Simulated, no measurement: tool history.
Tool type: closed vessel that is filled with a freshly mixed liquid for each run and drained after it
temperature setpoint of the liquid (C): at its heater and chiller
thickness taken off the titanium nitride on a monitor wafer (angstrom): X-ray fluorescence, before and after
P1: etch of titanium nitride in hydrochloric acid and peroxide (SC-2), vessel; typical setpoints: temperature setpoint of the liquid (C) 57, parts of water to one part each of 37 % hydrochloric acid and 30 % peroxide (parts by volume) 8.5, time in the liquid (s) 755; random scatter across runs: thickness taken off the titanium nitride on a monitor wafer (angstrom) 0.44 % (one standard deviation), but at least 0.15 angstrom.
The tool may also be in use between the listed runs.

run	day	temperature setpoint of the liquid (C)	parts of water to one part each of 37 % hydrochloric acid and 30 % peroxide (parts by volume)	time in the liquid (s)	hours since the thermometer was replaced	hours since the chemicals flow meter was replaced	hours since the drum of peroxide was connected	thickness taken off the titanium nitride on a monitor wafer (angstrom)
1	0.729	57	8.5	755	1455.1	820.6	150.3	326.36
2	1.117	57	4	755	1464.4	829.9	159.6	573.57
3	1.708	49	4	755	1478.6	844.1	173.8	337.76
4	2.071	69.5	8.5	755	1487.3	852.8	182.5	705.28
5	2.467	46	13.5	755	1496.8	862.3	192	107.24
6	3.117	40.5	8.5	755	1512.4	877.9	207.6	107.69
7	3.488	57	8.5	755	1521.3	886.8	216.5	324.59
8	4.188	57	8.5	755	1538.1	903.6	233.3	326.91
9	4.692	57	8.5	755	1550.2	915.7	245.4	326.03
10	5.375	57	8.5	120	1566.6	932.1	261.8	51.771
11	5.758	57	6	125	1575.8	941.3	271	71.621
12	6.146	57	8.5	755	1585.1	950.6	280.3	326.28
13	6.533	57	8.5	755	1594.4	959.9	289.6	328.04
14	7.258	57	15	755	1611.8	977.3	307	201.6
15	7.912	57	8.5	755	1627.5	993	322.7	326.52
16	8.571	57	8.5	1330	1643.3	1008.8	338.5	578.03
17	9.075	57	8.5	755	1655.4	1020.9	350.6	328.15
18	9.796	57	8.5	755	1672.7	1038.2	367.9	341.85
19	10.267	57	8.5	755	1684	1049.5	379.2	345.28
20	10.704	57	8.5	755	1694.5	1060	389.7	349.49
21	11.083	57	8.5	755	1703.6	1069.1	398.8	348.74
22	11.7	57	8.5	755	1718.4	1083.9	413.6	354.5
23	12.046	57	8.5	755	1726.7	1092.2	421.9	353.07
24	12.6	57	8.5	755	1740	1105.5	435.2	356.02
25	12.983	57	8.5	755	1749.2	1114.7	444.4	356.26
26	13.396	57	8.5	755	1759.1	1124.6	454.3	356.46
27	13.967	57	8.5	755	1772.8	1138.3	468	356.57
28	14.508	57	8.5	755	1785.8	1151.3	481	356.59

Something has made what P1 gives creep away from where it was; the 2 causes below, each at its own stated size, fit the log equally well:
A: chemicals flow above the setpoint (%) = 11.6
B: liquid hotter than its thermometer reads (K) = 1.39
Onset of the creep was near day 9.075.
Excluded causes, each with its reason:
peroxide weaker than its label (%): 8 at the very most, moving thickness taken off the titanium nitride on a monitor wafer (angstrom) by -7.3 %, which is either too weak or the wrong sign

The 4 check runs listed below each average the results of 2 wafers, and their outcomes are marked with question marks. Under which run would the listed causes produce clearly different results?
check 1	15.05	46	4	755				?
check 2	15.05	57	13	1330				?
check 3	15.05	57	12	755				?
check 4	15.05	41.5	13.5	755				?

How each check would come out, cause by cause:
check	result	if A	if B
check 1	thickness taken off the titanium nitride on a monitor wafer (angstrom)	297.16	304
check 2	thickness taken off the titanium nitride on a monitor wafer (angstrom)	443.01	440.38
check 3	thickness taken off the titanium nitride on a monitor wafer (angstrom)	269.15	267.85
check 4	thickness taken off the titanium nitride on a monitor wafer (angstrom)	86.159	86.37
Distance between the nearest two causes, measured in the result of the check that separates them most: check 1 2.28 %; check 2 0.6 %; check 3 0.49 %; check 4 0.24 %
Only check 1 tells the causes apart: in the others they would give nearly the same result.

Check 1 has now been run. It gave: thickness taken off the titanium nitride on a monitor wafer (angstrom) 297.35. Which of the candidate causes is it?

The correct cause is A, namely: chemicals flow above the setpoint (%).
